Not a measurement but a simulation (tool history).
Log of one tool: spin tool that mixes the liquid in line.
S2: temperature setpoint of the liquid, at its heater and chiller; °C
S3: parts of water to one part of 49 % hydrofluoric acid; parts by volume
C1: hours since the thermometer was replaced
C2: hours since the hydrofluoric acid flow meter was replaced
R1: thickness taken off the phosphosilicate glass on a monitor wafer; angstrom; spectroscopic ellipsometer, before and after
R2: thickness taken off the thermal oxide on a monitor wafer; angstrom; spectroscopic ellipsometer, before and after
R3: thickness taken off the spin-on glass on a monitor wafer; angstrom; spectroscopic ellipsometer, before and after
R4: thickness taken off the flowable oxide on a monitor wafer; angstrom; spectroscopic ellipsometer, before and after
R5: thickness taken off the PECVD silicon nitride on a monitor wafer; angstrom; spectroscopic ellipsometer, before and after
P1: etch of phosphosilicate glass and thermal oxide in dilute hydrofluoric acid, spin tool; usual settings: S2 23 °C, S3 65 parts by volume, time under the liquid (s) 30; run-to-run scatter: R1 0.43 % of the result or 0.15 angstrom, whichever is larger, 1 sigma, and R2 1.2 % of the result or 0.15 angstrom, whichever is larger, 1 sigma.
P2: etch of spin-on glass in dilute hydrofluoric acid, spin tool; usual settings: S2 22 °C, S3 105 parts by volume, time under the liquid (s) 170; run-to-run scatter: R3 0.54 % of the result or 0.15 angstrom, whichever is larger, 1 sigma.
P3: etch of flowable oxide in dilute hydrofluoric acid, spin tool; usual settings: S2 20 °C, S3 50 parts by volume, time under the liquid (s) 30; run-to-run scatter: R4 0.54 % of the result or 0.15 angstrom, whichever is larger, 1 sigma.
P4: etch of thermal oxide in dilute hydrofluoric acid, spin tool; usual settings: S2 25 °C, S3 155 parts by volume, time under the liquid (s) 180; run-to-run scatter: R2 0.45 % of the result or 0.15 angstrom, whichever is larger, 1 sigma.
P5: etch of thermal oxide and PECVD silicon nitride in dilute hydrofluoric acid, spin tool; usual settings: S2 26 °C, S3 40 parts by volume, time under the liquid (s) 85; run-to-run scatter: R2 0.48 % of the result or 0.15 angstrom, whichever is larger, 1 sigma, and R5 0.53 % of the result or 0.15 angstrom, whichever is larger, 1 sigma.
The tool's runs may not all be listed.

Run 1, hour 10.8: process that ran P1, S2 23 °C, S3 65 parts by volume, time under the liquid (s) 30; C1 1605.3; C2 605.6. Result: R1 450.75 angstrom, R2 22.833 angstrom.
Run 2, hour 22.1: process that ran P2, S2 22 °C, S3 105 parts by volume, time under the liquid (s) 170; C1 1616.6; C2 616.9. Result: R3 568.68 angstrom.
Run 3, hour 37.5: process that ran P3, S2 20 °C, S3 80 parts by volume, time under the liquid (s) 30; C1 1632; C2 632.3. Result: R4 148.26 angstrom.
At hour 53.1: hydrofluoric acid flow meter replaced.
Run 4, hour 54.6: process that ran P1, S2 23 °C, S3 25 parts by volume, time under the liquid (s) 30; C1 1649.1; C2 1.5. Result: R1 1235.1 angstrom, R2 63.703 angstrom.
Run 5, hour 67.4: process that ran P5, S2 18 °C, S3 40 parts by volume, time under the liquid (s) 85; C1 1661.9; C2 14.3. Result: R2 88.664 angstrom, R5 76.996 angstrom.
Run 6, hour 77.9: process that ran P1, S2 23 °C, S3 65 parts by volume, time under the liquid (s) 30; C1 1672.4; C2 24.8. Result: R1 447.86 angstrom, R2 22.961 angstrom.
Run 7, hour 92.4: process that ran P2, S2 22 °C, S3 105 parts by volume, time under the liquid (s) 170; C1 1686.9; C2 39.3. Result: R3 570.11 angstrom.
Run 8, hour 108.3: process that ran P1, S2 17 °C, S3 65 parts by volume, time under the liquid (s) 30; C1 1702.8; C2 55.2. Result: R1 348.7 angstrom, R2 18.088 angstrom.
Run 9, hour 120.4: process that ran P1, S2 23 °C, S3 65 parts by volume, time under the liquid (s) 30; C1 1714.9; C2 67.3. Result: R1 450.5 angstrom, R2 23.383 angstrom.
Run 10, hour 133.5: process that ran P2, S2 29.5 °C, S3 105 parts by volume, time under the liquid (s) 170; C1 1728; C2 80.4. Result: R3 755.43 angstrom.
Run 11, hour 148.7: process that ran P4, S2 33 °C, S3 155 parts by volume, time under the liquid (s) 180; C1 1743.2; C2 95.6. Result: R2 72 angstrom.
Run 12, hour 164.2: process that ran P2, S2 22 °C, S3 105 parts by volume, time under the liquid (s) 290; C1 1758.7; C2 111.1. Result: R3 958.12 angstrom.
Run 13, hour 175.3: process that ran P1, S2 23 °C, S3 20 parts by volume, time under the liquid (s) 55; C1 1769.8; C2 122.2. Result: R1 2859.2 angstrom, R2 146.01 angstrom.
Run 14, hour 192.4: process that ran P4, S2 25 °C, S3 155 parts by volume, time under the liquid (s) 180; C1 1786.9; C2 139.3. Result: R2 53.574 angstrom.
Run 15, hour 201.8: process that ran P1, S2 23 °C, S3 35 parts by volume, time under the liquid (s) 55; C1 1796.3; C2 148.7. Result: R1 1601.5 angstrom, R2 81.317 angstrom.
Run 16, hour 219.4: process that ran P3, S2 20 °C, S3 50 parts by volume, time under the liquid (s) 55; C1 1813.9; C2 166.3. Result: R4 452.6 angstrom.
Run 17, hour 229.3: process that ran P1, S2 23 °C, S3 35 parts by volume, time under the liquid (s) 50; C1 1823.8; C2 176.2. Result: R1 1449.3 angstrom, R2 75.068 angstrom.
Run 18, hour 242.2: process that ran P5, S2 26 °C, S3 40 parts by volume, time under the liquid (s) 130; C1 1836.7; C2 189.1. Result: R2 190.87 angstrom, R5 204.66 angstrom.
Run 19, hour 258.6: process that ran P1, S2 28 °C, S3 65 parts by volume, time under the liquid (s) 30; C1 1853.1; C2 205.5. Result: R1 552.01 angstrom, R2 28.297 angstrom.
Run 20, hour 269.1: process that ran P1, S2 23 °C, S3 65 parts by volume, time under the liquid (s) 30; C1 1863.6; C2 216. Result: R1 451.61 angstrom, R2 23.023 angstrom.
Run 21, hour 280.2: process that ran P1, S2 23 °C, S3 90 parts by volume, time under the liquid (s) 30; C1 1874.7; C2 227.1. Result: R1 314.72 angstrom, R2 16.393 angstrom.
Run 22, hour 290.8: process that ran P3, S2 20 °C, S3 50 parts by volume, time under the liquid (s) 30; C1 1885.3; C2 237.7. Result: R4 248.05 angstrom.
Run 23, hour 307.9: process that ran P1, S2 23 °C, S3 65 parts by volume, time under the liquid (s) 15; C1 1902.4; C2 254.8. Result: R1 223.72 angstrom, R2 11.501 angstrom.
Run 24, hour 323.4: process that ran P1, S2 23 °C, S3 65 parts by volume, time under the liquid (s) 30; C1 1917.9; C2 270.3. Result: R1 450.96 angstrom, R2 23.115 angstrom.
Run 25, hour 331.8: process that ran P4, S2 25 °C, S3 155 parts by volume, time under the liquid (s) 180; C1 1926.3; C2 278.7. Result: R2 53.015 angstrom.
Run 26, hour 341.5: process that ran P1, S2 23 °C, S3 65 parts by volume, time under the liquid (s) 55; C1 1936; C2 288.4. Result: R1 825.52 angstrom, R2 42.39 angstrom.
Run 27, hour 359.5: process that ran P5, S2 26 °C, S3 40 parts by volume, time under the liquid (s) 85; C1 1954; C2 306.4. Result: R2 124.06 angstrom, R5 133.9 angstrom.
Run 28, hour 375.3: process that ran P2, S2 22 °C, S3 145 parts by volume, time under the liquid (s) 170; C1 1969.8; C2 322.2. Result: R3 395.25 angstrom.
Run 29, hour 389.2: process that ran P4, S2 25 °C, S3 230 parts by volume, time under the liquid (s) 180; C1 1983.7; C2 336.1. Result: R2 33.286 angstrom.
Run 30, hour 401.4: process that ran P4, S2 25 °C, S3 155 parts by volume, time under the liquid (s) 100; C1 1995.9; C2 348.3. Result: R2 29.722 angstrom.
Run 31, hour 415: process that ran P1, S2 23 °C, S3 65 parts by volume, time under the liquid (s) 30; C1 2009.5; C2 361.9. Result: R1 449.47 angstrom, R2 23.087 angstrom.
Run 32, hour 428.7: process that ran P3, S2 17 °C, S3 50 parts by volume, time under the liquid (s) 30; C1 2023.2; C2 375.6. Result: R4 220.08 angstrom.
Run 33, hour 440: process that ran P5, S2 26 °C, S3 20 parts by volume, time under the liquid (s) 85; C1 2034.5; C2 386.9. Result: R2 258.36 angstrom, R5 263.56 angstrom.
Run 34, hour 458.1: process that ran P1, S2 23 °C, S3 65 parts by volume, time under the liquid (s) 30; C1 2052.6; C2 405. Result: R1 447.81 angstrom, R2 22.765 angstrom.
Run 35, hour 475.6: process that ran P1, S2 23 °C, S3 65 parts by volume, time under the liquid (s) 30; C1 2070.1; C2 422.5. Result: R1 463.55 angstrom, R2 23.625 angstrom.
Run 36, hour 489.2: process that ran P1, S2 23 °C, S3 65 parts by volume, time under the liquid (s) 30; C1 2083.7; C2 436.1. Result: R1 468.8 angstrom, R2 23.99 angstrom.
Run 37, hour 506: process that ran P1, S2 23 °C, S3 65 parts by volume, time under the liquid (s) 30; C1 2100.5; C2 452.9. Result: R1 470.16 angstrom, R2 25.044 angstrom.
Run 38, hour 517.5: process that ran P1, S2 23 °C, S3 65 parts by volume, time under the liquid (s) 30; C1 2112; C2 464.4. Result: R1 474.56 angstrom, R2 24.703 angstrom.
Run 39, hour 528.9: process that ran P1, S2 23 °C, S3 65 parts by volume, time under the liquid (s) 30; C1 2123.4; C2 475.8. Result: R1 474.58 angstrom, R2 24.713 angstrom.
Run 40, hour 543.1: process that ran P1, S2 23 °C, S3 65 parts by volume, time under the liquid (s) 30; C1 2137.6; C2 490. Result: R1 478.8 angstrom, R2 24.78 angstrom.
Run 41, hour 551.5: process that ran P1, S2 23 °C, S3 65 parts by volume, time under the liquid (s) 30; C1 2146; C2 498.4. Result: R1 480.56 angstrom, R2 24.759 angstrom.
Run 42, hour 564.7: process that ran P1, S2 23 °C, S3 65 parts by volume, time under the liquid (s) 30; C1 2159.2; C2 511.6. Result: R1 476.16 angstrom, R2 25.096 angstrom.
Run 43, hour 579.2: process that ran P1, S2 23 °C, S3 65 parts by volume, time under the liquid (s) 30; C1 2173.7; C2 526.1. Result: R1 476.51 angstrom, R2 24.786 angstrom.

What P1 gives has crept away from where it was. These 2 causes fit the log equally well, each at the size given:
A: hydrofluoric acid flow above the setpoint (%) = 6.03
B: liquid hotter than its thermometer reads (K) = 1.56
The creep began at about hour 458.1.

4 check runs are offered, one wafer each, their results left as question marks. Which one tells the causes apart?
Run check 1, hour 593.7: process that ran P4, S2 25 °C, S3 155 parts by volume, time under the liquid (s) 180. Result: R2 ?.
Run check 2, hour 593.7: process that ran P3, S2 20 °C, S3 50 parts by volume, time under the liquid (s) 30. Result: R4 ?.
Run check 3, hour 593.7: process that ran P5, S2 26 °C, S3 40 parts by volume, time under the liquid (s) 85. Result: R2 ?, R5 ?.
Run check 4, hour 593.7: process that ran P2, S2 22 °C, S3 105 parts by volume, time under the liquid (s) 170. Result: R3 ?.

What each check would give under each cause:
  check  result    if A    if B
check 1      R2  57.343  56.746
check 2      R4  264.09  265.14
check 3      R2  131.94  132.17
check 3      R5  140.87  147.58
check 4      R3  606.49  604.53
How far apart the two closest causes lie, in the result that separates them most: check 1 1.05 %; check 2 0.4 %; check 3 4.66 %; check 4 0.32 %
Only check 3 tells the causes apart: in the others they would give nearly the same result.

Check 3 was then run and gave: R2 132.03 angstrom; R5 140.88 angstrom. Which cause is it?

It is A: hydrofluoric acid flow above the setpoint (%).
